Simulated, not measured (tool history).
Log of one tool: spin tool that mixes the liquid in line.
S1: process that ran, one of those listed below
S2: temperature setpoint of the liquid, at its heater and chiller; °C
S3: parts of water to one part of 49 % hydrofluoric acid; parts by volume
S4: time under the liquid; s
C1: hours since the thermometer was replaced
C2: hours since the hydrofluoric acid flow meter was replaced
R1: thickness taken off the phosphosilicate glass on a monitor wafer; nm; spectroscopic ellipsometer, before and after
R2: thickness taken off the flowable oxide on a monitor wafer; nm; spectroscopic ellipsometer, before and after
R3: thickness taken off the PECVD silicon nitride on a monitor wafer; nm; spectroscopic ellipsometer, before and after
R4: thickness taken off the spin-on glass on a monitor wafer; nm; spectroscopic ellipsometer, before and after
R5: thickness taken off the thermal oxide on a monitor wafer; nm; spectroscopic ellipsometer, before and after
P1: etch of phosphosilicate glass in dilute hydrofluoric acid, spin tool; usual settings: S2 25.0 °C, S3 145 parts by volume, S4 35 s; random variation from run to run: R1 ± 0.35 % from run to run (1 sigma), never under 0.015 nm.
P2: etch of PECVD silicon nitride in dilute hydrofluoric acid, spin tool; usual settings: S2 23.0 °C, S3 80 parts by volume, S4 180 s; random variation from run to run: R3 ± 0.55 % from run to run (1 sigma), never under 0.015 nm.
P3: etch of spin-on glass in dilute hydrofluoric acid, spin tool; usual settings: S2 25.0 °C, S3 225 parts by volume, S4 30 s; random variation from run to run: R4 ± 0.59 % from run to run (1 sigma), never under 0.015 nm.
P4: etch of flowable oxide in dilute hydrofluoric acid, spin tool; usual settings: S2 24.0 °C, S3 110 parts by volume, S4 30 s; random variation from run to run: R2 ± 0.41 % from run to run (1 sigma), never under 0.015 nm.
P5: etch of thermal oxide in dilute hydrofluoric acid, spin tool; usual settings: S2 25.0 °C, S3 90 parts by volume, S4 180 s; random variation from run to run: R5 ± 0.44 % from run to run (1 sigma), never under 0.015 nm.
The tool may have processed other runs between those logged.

| run | hour | S1 | S2 | S3 | S4 | C1 | C2 | R1 | R2 | R3 | R4 | R5 |
|---|---|---|---|---|---|---|---|---|---|---|---|---|
| 1 | 11.4 | P1 | 25.0 | 145 | 35 | 381.2 | 427.8 | 38.973 |  |  |  |  |
| 2 | 20.0 | P1 | 25.0 | 255 | 35 | 389.8 | 436.4 | 19.496 |  |  |  |  |
| 3 | 32.4 | P1 | 25.0 | 145 | 20 | 402.2 | 448.8 | 22.329 |  |  |  |  |
| 4 | 41.3 | P1 | 19.0 | 145 | 55 | 411.1 | 457.7 | 48.106 |  |  |  |  |
| 5 | 49.4 | P4 | 24.0 | 110 | 30 | 419.2 | 465.8 |  | 8.4193 |  |  |  |
|  | 50.3 | thermometer replaced |
| 6 | 56.9 | P1 | 33.0 | 145 | 35 | 6.6 | 473.3 | 52.304 |  |  |  |  |
| 7 | 63.9 | P1 | 25.0 | 30 | 35 | 13.6 | 480.3 | 218.370 |  |  |  |  |
| 8 | 73.6 | P1 | 25.0 | 145 | 35 | 23.3 | 490.0 | 38.852 |  |  |  |  |
| 9 | 85.6 | P4 | 30.5 | 110 | 30 | 35.3 | 502.0 |  | 10.7900 |  |  |  |
| 10 | 94.3 | P4 | 24.0 | 110 | 15 | 44.0 | 510.7 |  | 4.2059 |  |  |  |
| 11 | 108.2 | P1 | 25.0 | 145 | 35 | 57.9 | 524.6 | 38.839 |  |  |  |  |
| 12 | 116.6 | P1 | 22.0 | 145 | 60 | 66.3 | 533.0 | 59.444 |  |  |  |  |
| 13 | 128.6 | P2 | 29.5 | 80 | 180 | 78.3 | 545.0 |  |  | 7.6833 |  |  |
| 14 | 136.0 | P3 | 25.0 | 225 | 15 | 85.7 | 552.4 |  |  |  | 2.5366 |  |
| 15 | 148.6 | P4 | 24.0 | 110 | 30 | 98.3 | 565.0 |  | 8.3527 |  |  |  |
| 16 | 159.2 | P2 | 23.0 | 80 | 355 | 108.9 | 575.6 |  |  | 9.8434 |  |  |
| 17 | 168.9 | P3 | 25.0 | 225 | 30 | 118.6 | 585.3 |  |  |  | 5.0842 |  |
| 18 | 181.9 | P5 | 25.0 | 90 | 55 | 131.6 | 598.3 |  |  |  |  | 3.0367 |
|  | 189.3 | hydrofluoric acid flow meter replaced |
| 19 | 191.4 | P3 | 25.0 | 115 | 30 | 141.1 | 2.2 |  |  |  | 11.3390 |  |
| 20 | 198.2 | P1 | 18.0 | 145 | 35 | 147.9 | 9.0 | 29.410 |  |  |  |  |
| 21 | 205.5 | P2 | 23.0 | 135 | 180 | 155.2 | 16.3 |  |  | 3.0153 |  |  |
| 22 | 217.0 | P2 | 23.0 | 80 | 180 | 166.7 | 27.8 |  |  | 5.0007 |  |  |
| 23 | 230.7 | P5 | 31.5 | 90 | 180 | 180.4 | 41.5 |  |  |  |  | 12.8810 |
| 24 | 241.1 | P4 | 24.0 | 150 | 30 | 190.8 | 51.9 |  | 5.9421 |  |  |  |
| 25 | 247.2 | P3 | 25.0 | 225 | 30 | 196.9 | 58.0 |  |  |  | 5.0379 |  |
| 26 | 261.1 | P1 | 25.0 | 145 | 35 | 210.8 | 71.9 | 39.046 |  |  |  |  |
| 27 | 271.6 | P1 | 25.0 | 145 | 35 | 221.3 | 82.4 | 39.207 |  |  |  |  |
| 28 | 280.8 | P5 | 25.0 | 135 | 180 | 230.5 | 91.6 |  |  |  |  | 6.2604 |
| 29 | 288.0 | P2 | 23.0 | 80 | 180 | 237.7 | 98.8 |  |  | 5.0350 |  |  |
| 30 | 296.1 | P1 | 25.0 | 100 | 55 | 245.8 | 106.9 | 94.046 |  |  |  |  |
| 31 | 308.9 | P3 | 18.5 | 225 | 30 | 258.6 | 119.7 |  |  |  | 4.0080 |  |
| 32 | 315.8 | P1 | 25.0 | 145 | 35 | 265.5 | 126.6 | 38.802 |  |  |  |  |
| 33 | 327.2 | P1 | 25.0 | 145 | 55 | 276.9 | 138.0 | 61.072 |  |  |  |  |
| 34 | 340.3 | P5 | 25.0 | 90 | 180 | 290.0 | 151.1 |  |  |  |  | 9.9725 |
| 35 | 348.5 | P1 | 25.0 | 145 | 35 | 298.2 | 159.3 | 38.814 |  |  |  |  |
| 36 | 362.2 | P1 | 25.0 | 145 | 35 | 311.9 | 173.0 | 37.283 |  |  |  |  |
| 37 | 374.5 | P1 | 25.0 | 145 | 35 | 324.2 | 185.3 | 36.763 |  |  |  |  |
| 38 | 388.1 | P1 | 25.0 | 145 | 35 | 337.8 | 198.9 | 36.083 |  |  |  |  |
| 39 | 402.3 | P1 | 25.0 | 145 | 35 | 352.0 | 213.1 | 35.902 |  |  |  |  |
| 40 | 416.2 | P1 | 25.0 | 145 | 35 | 365.9 | 227.0 | 35.630 |  |  |  |  |
| 41 | 429.6 | P1 | 25.0 | 145 | 35 | 379.3 | 240.4 | 35.795 |  |  |  |  |
| 42 | 438.1 | P1 | 25.0 | 145 | 35 | 387.8 | 248.9 | 35.755 |  |  |  |  |

Compared with where it was, what P1 gives has crept away. Each cause listed below fits the log as well as the rest, at the size given for it:
A: hydrofluoric acid flow below the setpoint (%) = 7.03
B: liquid colder than its thermometer reads (K) = 2.24
The drift started at roughly hour 348.5.

Which of the 4 check runs listed below separates the causes, so that each cause would produce a clearly different result? Each run uses one wafer, and its results are marked with question marks.
| check 1 | 446.6 | P2 | 23.0 | 80 | 180 |  |  |  |  | ? |  |  |
| check 2 | 446.6 | P5 | 25.0 | 90 | 180 |  |  |  |  |  |  | ? |
| check 3 | 446.6 | P3 | 25.0 | 225 | 30 |  |  |  |  |  | ? |  |
| check 4 | 446.6 | P4 | 24.0 | 110 | 30 |  |  |  | ? |  |  |  |

Predicted outcomes, by check and by cause:
| check | result | if A | if B |
|---|---|---|---|
| check 1 | R3 | 4.6662 | 4.3083 |
| check 2 | R5 | 9.2203 | 9.1477 |
| check 3 | R4 | 4.6461 | 4.6896 |
| check 4 | R2 | 7.7309 | 7.6838 |
Separation of the two closest causes in each check, using whichever result separates them best: check 1 7.98 %; check 2 0.79 %; check 3 0.93 %; check 4 0.61 %
The causes can be told apart only by check 1. The other checks would give nearly the same results under each of them.

Running check 1 produced the following: R3 4.3310 nm. Which one of the listed causes fits?

It is B: liquid colder than its thermometer reads (K).

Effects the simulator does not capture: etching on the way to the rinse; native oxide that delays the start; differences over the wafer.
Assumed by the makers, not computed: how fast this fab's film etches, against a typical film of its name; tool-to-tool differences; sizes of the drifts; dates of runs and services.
